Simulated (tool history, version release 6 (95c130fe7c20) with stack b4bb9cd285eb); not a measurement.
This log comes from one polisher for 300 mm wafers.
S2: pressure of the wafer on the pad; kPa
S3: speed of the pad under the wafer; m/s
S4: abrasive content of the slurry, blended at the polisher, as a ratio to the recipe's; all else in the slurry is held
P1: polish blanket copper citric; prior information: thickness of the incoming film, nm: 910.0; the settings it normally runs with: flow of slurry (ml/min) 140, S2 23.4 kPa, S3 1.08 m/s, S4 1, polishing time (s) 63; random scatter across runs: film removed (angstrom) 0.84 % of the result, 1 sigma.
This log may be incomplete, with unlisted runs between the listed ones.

run 1 day=0.612 | flow_of_slurry_(ml/min)=140 S2=23.4 S3=1.08 S4=1 polishing_time_(s)=63 | film_removed_(angstrom)=1847.1
run 2 day=1.158 | flow_of_slurry_(ml/min)=140 S2=23.4 S3=1.08 S4=1 polishing_time_(s)=63 | film_removed_(angstrom)=1824.8
-- day=1.462 slurry nozzle cleaned
run 3 day=1.771 | flow_of_slurry_(ml/min)=140 S2=11.7 S3=1.08 S4=1 polishing_time_(s)=63 | film_removed_(angstrom)=938.47
run 4 day=2.112 | flow_of_slurry_(ml/min)=85 S2=23.4 S3=1.08 S4=1 polishing_time_(s)=63 | film_removed_(angstrom)=1652.5
run 5 day=2.779 | flow_of_slurry_(ml/min)=140 S2=23.4 S3=1.7 S4=1 polishing_time_(s)=63 | film_removed_(angstrom)=2862
-- day=3.092 head pressure recalibrated
run 6 day=3.338 | flow_of_slurry_(ml/min)=140 S2=23.4 S3=1.08 S4=1 polishing_time_(s)=35 | film_removed_(angstrom)=1016.8
run 7 day=3.746 | flow_of_slurry_(ml/min)=140 S2=23.4 S3=1.08 S4=1.4 polishing_time_(s)=63 | film_removed_(angstrom)=1987.6
run 8 day=4.242 | flow_of_slurry_(ml/min)=140 S2=23.4 S3=1.08 S4=1 polishing_time_(s)=63 | film_removed_(angstrom)=1820.9
run 9 day=4.9 | flow_of_slurry_(ml/min)=140 S2=11.7 S3=1.08 S4=1 polishing_time_(s)=43 | film_removed_(angstrom)=637.52
run 10 day=5.217 | flow_of_slurry_(ml/min)=195 S2=23.4 S3=0.72 S4=1 polishing_time_(s)=63 | film_removed_(angstrom)=1307.8
run 11 day=5.588 | flow_of_slurry_(ml/min)=225 S2=23.4 S3=1.08 S4=1 polishing_time_(s)=63 | film_removed_(angstrom)=1935.1
run 12 day=5.996 | flow_of_slurry_(ml/min)=140 S2=23.4 S3=1.08 S4=1 polishing_time_(s)=94 | film_removed_(angstrom)=2717.8
run 13 day=6.4 | flow_of_slurry_(ml/min)=140 S2=23.4 S3=1.08 S4=0.55 polishing_time_(s)=40 | film_removed_(angstrom)=1029.4
run 14 day=7.117 | flow_of_slurry_(ml/min)=140 S2=23.4 S3=1.08 S4=1 polishing_time_(s)=63 | film_removed_(angstrom)=1852.8
run 15 day=7.679 | flow_of_slurry_(ml/min)=140 S2=30.3 S3=1.08 S4=1 polishing_time_(s)=63 | film_removed_(angstrom)=2367.6
run 16 day=8.329 | flow_of_slurry_(ml/min)=140 S2=23.4 S3=0.52 S4=1 polishing_time_(s)=63 | film_removed_(angstrom)=904.24
run 17 day=8.979 | flow_of_slurry_(ml/min)=140 S2=23.4 S3=1.08 S4=0.65 polishing_time_(s)=63 | film_removed_(angstrom)=1703
run 18 day=9.562 | flow_of_slurry_(ml/min)=140 S2=23.4 S3=1.08 S4=1 polishing_time_(s)=63 | film_removed_(angstrom)=1838.4
run 19 day=10.017 | flow_of_slurry_(ml/min)=140 S2=23.4 S3=1.08 S4=1 polishing_time_(s)=63 | film_removed_(angstrom)=1763
run 20 day=10.354 | flow_of_slurry_(ml/min)=140 S2=23.4 S3=1.08 S4=1 polishing_time_(s)=63 | film_removed_(angstrom)=1762.4
run 21 day=10.775 | flow_of_slurry_(ml/min)=140 S2=23.4 S3=1.08 S4=1 polishing_time_(s)=63 | film_removed_(angstrom)=1754.2
run 22 day=11.129 | flow_of_slurry_(ml/min)=140 S2=23.4 S3=1.08 S4=1 polishing_time_(s)=63 | film_removed_(angstrom)=1723.6
-- day=11.729 head pressure recalibrated
-- day=11.738 slurry blender recalibrated
run 23 day=11.783 | flow_of_slurry_(ml/min)=140 S2=23.4 S3=1.08 S4=1 polishing_time_(s)=63 | film_removed_(angstrom)=1708.8
run 24 day=12.283 | flow_of_slurry_(ml/min)=140 S2=23.4 S3=1.08 S4=1 polishing_time_(s)=63 | film_removed_(angstrom)=1673.3
run 25 day=12.958 | flow_of_slurry_(ml/min)=140 S2=23.4 S3=1.08 S4=1 polishing_time_(s)=63 | film_removed_(angstrom)=1685.7
run 26 day=13.608 | flow_of_slurry_(ml/min)=140 S2=23.4 S3=1.08 S4=1 polishing_time_(s)=63 | film_removed_(angstrom)=1681.1
run 27 day=14.204 | flow_of_slurry_(ml/min)=140 S2=23.4 S3=1.08 S4=1 polishing_time_(s)=63 | film_removed_(angstrom)=1664.1
run 28 day=14.667 | flow_of_slurry_(ml/min)=140 S2=23.4 S3=1.08 S4=1 polishing_time_(s)=63 | film_removed_(angstrom)=1670.5

Compared with where it was, what P1 gives has crept away. Each cause listed below fits the log as well as the rest, at the size given for it:
A: slurry flow missing at the pad, % = 36.4
B: removal rate lost through wear of the pad, % = 9.76
The creep began at about day 9.562.
The rest of the possible causes, and what rules out each one:
head's pressure below its setpoint, %: serviced at day 11.729, which brought nothing back
abrasive missing from the slurry, %: serviced at day 11.738, which brought nothing back

4 check runs are offered, each on 5 wafers whose results are averaged, their results left as question marks. Which one tells the causes apart?
run check 1 day=15.129 | flow_of_slurry_(ml/min)=140 S2=23.4 S3=1.54 S4=1.35 polishing_time_(s)=63 | film_removed_(angstrom)=?
run check 2 day=15.129 | flow_of_slurry_(ml/min)=140 S2=23.4 S3=1.66 S4=1 polishing_time_(s)=81 | film_removed_(angstrom)=?
run check 3 day=15.129 | flow_of_slurry_(ml/min)=215 S2=23.4 S3=1.08 S4=1 polishing_time_(s)=63 | film_removed_(angstrom)=?
run check 4 day=15.129 | flow_of_slurry_(ml/min)=140 S2=15.2 S3=1.08 S4=1 polishing_time_(s)=63 | film_removed_(angstrom)=?

Predicted outcomes, by check and by cause:
check=check_1 result=film_removed_(angstrom) if_A=2514 if_B=2513.9
check=check_2 result=film_removed_(angstrom) if_A=3260.2 if_B=3260
check=check_3 result=film_removed_(angstrom) if_A=1832.7 if_B=1772.6
check=check_4 result=film_removed_(angstrom) if_A=1086.5 if_B=1086.4
Per-check spread between the two closest causes, in the result where they differ most: check 1 0.01 %; check 2 0.01 %; check 3 3.34 %; check 4 0.01 %
Only check 3 tells the causes apart: in the others they would give nearly the same result.

The results of check 3 are: film removed (angstrom) 1835.8. Based on these, which of the listed causes is it?

A is the cause: slurry flow missing at the pad, %.
